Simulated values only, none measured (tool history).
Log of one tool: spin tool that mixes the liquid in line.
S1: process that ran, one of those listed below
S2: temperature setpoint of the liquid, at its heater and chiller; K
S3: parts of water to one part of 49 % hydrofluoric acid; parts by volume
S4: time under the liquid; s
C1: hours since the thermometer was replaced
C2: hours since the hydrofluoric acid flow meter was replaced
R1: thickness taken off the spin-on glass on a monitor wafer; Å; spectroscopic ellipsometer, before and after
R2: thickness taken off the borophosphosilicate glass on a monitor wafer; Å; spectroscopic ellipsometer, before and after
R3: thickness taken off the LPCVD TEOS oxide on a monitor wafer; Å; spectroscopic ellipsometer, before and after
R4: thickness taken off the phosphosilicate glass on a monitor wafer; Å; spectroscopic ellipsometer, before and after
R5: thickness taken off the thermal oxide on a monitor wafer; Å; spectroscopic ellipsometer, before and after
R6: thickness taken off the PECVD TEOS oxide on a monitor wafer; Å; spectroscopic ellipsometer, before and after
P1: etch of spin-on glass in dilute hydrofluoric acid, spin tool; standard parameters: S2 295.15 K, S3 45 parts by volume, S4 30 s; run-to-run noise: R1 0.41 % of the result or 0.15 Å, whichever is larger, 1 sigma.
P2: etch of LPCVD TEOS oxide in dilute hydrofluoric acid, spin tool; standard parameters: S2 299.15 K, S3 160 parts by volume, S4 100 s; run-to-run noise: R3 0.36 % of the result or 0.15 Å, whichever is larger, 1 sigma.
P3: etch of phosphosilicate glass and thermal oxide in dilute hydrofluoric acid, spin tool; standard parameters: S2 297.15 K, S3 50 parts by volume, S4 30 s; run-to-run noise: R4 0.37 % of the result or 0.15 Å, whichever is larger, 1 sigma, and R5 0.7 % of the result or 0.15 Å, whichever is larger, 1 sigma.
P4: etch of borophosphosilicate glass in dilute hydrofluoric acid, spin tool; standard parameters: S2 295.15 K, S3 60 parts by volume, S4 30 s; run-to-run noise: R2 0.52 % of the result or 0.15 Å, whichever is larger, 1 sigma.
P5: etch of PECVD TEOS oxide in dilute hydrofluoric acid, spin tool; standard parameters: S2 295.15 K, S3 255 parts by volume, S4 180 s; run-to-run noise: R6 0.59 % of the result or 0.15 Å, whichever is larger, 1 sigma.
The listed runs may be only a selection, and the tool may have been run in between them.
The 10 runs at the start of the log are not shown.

run   hour  S1      S2   S3   S4      C1     C2      R1      R2      R3      R4      R5      R6
 11   54.4  P1  295.15   45   30  1653.9  701.7  294.93
 12   58.1  P4  290.15   60   30  1657.6  705.4          247.78
 13   62.8  P1  295.15   45   30  1662.3  710.1  296.95
 14   69.0  P2  299.15   30  100  1668.5  716.3                  931.46
 15   73.3  P5  295.15  410  180  1672.8  720.6                                          26.176
 16   79.6  P3  297.15   20   30  1679.1  726.9                          3302.5  80.737
 17   84.6  P4  295.15   20   30  1684.1  731.9          954.82
 18   89.1  P2  306.65  160  100  1688.6  736.4                  194.74
 19   94.4  P3  303.15   50   30  1693.9  741.7                          1619.5  39.386
 20   97.8  P5  295.15  255  180  1697.3  745.1                                          48.732
 21  103.9  P1  290.15   45   30  1703.4  751.2  237.28
 22  109.4  P5  302.65  255  180  1708.9  756.7                                          62.373
 23  113.3  P1  295.15   70   30  1712.8  760.6  182.85

Run 24 is up next; what results do you expect?
 24  117.7  P4  295.15  60  60  1717.2  765.0       ?

{"run 24": {"R2": 613.49}}
